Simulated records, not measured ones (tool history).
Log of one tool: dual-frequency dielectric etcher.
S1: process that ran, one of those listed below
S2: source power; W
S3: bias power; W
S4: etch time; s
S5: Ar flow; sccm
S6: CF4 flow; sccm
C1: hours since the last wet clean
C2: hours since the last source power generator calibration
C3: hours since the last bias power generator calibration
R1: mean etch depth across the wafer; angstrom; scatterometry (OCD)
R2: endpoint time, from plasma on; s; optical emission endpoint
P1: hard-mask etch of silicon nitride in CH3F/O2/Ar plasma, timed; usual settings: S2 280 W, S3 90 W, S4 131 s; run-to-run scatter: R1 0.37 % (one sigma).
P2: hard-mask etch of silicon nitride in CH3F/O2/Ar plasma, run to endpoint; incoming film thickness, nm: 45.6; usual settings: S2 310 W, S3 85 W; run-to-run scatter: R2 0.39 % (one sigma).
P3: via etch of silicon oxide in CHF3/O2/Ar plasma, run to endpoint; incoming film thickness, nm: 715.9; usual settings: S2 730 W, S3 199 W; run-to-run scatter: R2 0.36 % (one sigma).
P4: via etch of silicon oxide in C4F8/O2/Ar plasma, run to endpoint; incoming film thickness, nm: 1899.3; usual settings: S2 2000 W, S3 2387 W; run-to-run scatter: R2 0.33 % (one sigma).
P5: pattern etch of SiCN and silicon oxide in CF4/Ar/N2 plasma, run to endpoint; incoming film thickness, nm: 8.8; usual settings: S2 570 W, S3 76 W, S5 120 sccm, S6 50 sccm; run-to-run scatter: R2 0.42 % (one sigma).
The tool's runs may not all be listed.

Run 1, hour 3.8: S1 P1, S2 280 W, S3 90 W, S4 131 s; C1 270.2; C2 2579.3; C3 494.6. Result: R1 870.74 angstrom.
Run 2, hour 6.5: S1 P1, S2 390 W, S3 90 W, S4 97 s; C1 272.9; C2 2582; C3 497.3. Result: R1 725.3 angstrom.
Run 3, hour 11.1: S1 P5, S2 570 W, S3 49 W, S5 120 sccm, S6 50 sccm; C1 277.5; C2 2586.6; C3 501.9. Result: R2 10.523 s.
Run 4, hour 14.3: S1 P1, S2 280 W, S3 90 W, S4 100.5 s; C1 280.7; C2 2589.8; C3 505.1. Result: R1 663.92 angstrom.
Run 5, hour 17.4: S1 P5, S2 570 W, S3 76 W, S5 161 sccm, S6 50 sccm; C1 283.8; C2 2592.9; C3 508.2. Result: R2 9.5506 s.
Run 6, hour 21.4: S1 P4, S2 2000 W, S3 2387 W; C1 287.8; C2 2596.9; C3 512.2. Result: R2 348.88 s.
Run 7, hour 26.5: S1 P1, S2 280 W, S3 90 W, S4 184.5 s; C1 292.9; C2 2602; C3 517.3. Result: R1 1219.3 angstrom.
At hour 28.6: source power generator calibrated.
Run 8, hour 29.4: S1 P4, S2 2000 W, S3 1676 W; C1 295.8; C2 0.9; C3 520.2. Result: R2 385.62 s.
Run 9, hour 33.6: S1 P2, S2 310 W, S3 85 W; C1 300; C2 5.1; C3 524.4. Result: R2 68.364 s.
Run 10, hour 37.9: S1 P1, S2 280 W, S3 90 W, S4 131 s; C1 304.3; C2 9.4; C3 528.7. Result: R1 862.75 angstrom.
Run 11, hour 42.5: S1 P1, S2 340 W, S3 90 W, S4 131 s; C1 308.9; C2 14; C3 533.3. Result: R1 929.46 angstrom.
Run 12, hour 46.2: S1 P1, S2 280 W, S3 90 W, S4 131 s; C1 312.6; C2 17.7; C3 537. Result: R1 865.52 angstrom.
Run 13, hour 49: S1 P1, S2 280 W, S3 90 W, S4 131 s; C1 315.4; C2 20.5; C3 539.8. Result: R1 869.17 angstrom.
Run 14, hour 52.2: S1 P4, S2 2400 W, S3 2387 W; C1 318.6; C2 23.7; C3 543. Result: R2 326.04 s.
Run 15, hour 57: S1 P1, S2 280 W, S3 116 W, S4 131 s; C1 323.4; C2 28.5; C3 547.8. Result: R1 955.19 angstrom.
Run 16, hour 61.2: S1 P1, S2 210 W, S3 90 W, S4 131 s; C1 327.6; C2 32.7; C3 552. Result: R1 776.9 angstrom.
Run 17, hour 65.3: S1 P2, S2 210 W, S3 85 W; C1 331.7; C2 36.8; C3 556.1. Result: R2 78.749 s.
Run 18, hour 68.3: S1 P4, S2 2000 W, S3 2387 W; C1 334.7; C2 39.8; C3 559.1. Result: R2 348.23 s.
Run 19, hour 72.7: S1 P5, S2 570 W, S3 76 W, S5 120 sccm, S6 50 sccm; C1 339.1; C2 44.2; C3 563.5. Result: R2 9.1027 s.
Run 20, hour 75.8: S1 P1, S2 280 W, S3 90 W, S4 131 s; C1 342.2; C2 47.3; C3 566.6. Result: R1 865.47 angstrom.
Run 21, hour 79.5: S1 P3, S2 730 W, S3 139 W; C1 345.9; C2 51; C3 570.3. Result: R2 359.39 s.
Run 22, hour 83.6: S1 P5, S2 760 W, S3 76 W, S5 120 sccm, S6 50 sccm; C1 350; C2 55.1; C3 574.4. Result: R2 7.0432 s.
Run 23, hour 86.3: S1 P3, S2 450 W, S3 199 W; C1 352.7; C2 57.8; C3 577.1. Result: R2 386.86 s.
At hour 86.9: bias power generator calibrated.
Run 24, hour 89.6: S1 P2, S2 310 W, S3 114 W; C1 356; C2 61.1; C3 2.8. Result: R2 61.579 s.
Run 25, hour 92: S1 P3, S2 730 W, S3 199 W; C1 358.4; C2 63.5; C3 5.2. Result: R2 322.85 s.
Run 26, hour 94.5: S1 P2, S2 310 W, S3 85 W; C1 360.9; C2 66; C3 7.7. Result: R2 68.292 s.
Run 27, hour 97: S1 P5, S2 570 W, S3 76 W, S5 120 sccm, S6 40 sccm; C1 363.4; C2 68.5; C3 10.2. Result: R2 9.4129 s.

The next listed run, before its measurement:
Run 28, hour 99.3: S1 P1, S2 280 W, S3 68 W, S4 131 s; C1 365.7; C2 70.8; C3 12.5. Result: R1 ?.

Run 28 gave R1 782.26 angstrom.

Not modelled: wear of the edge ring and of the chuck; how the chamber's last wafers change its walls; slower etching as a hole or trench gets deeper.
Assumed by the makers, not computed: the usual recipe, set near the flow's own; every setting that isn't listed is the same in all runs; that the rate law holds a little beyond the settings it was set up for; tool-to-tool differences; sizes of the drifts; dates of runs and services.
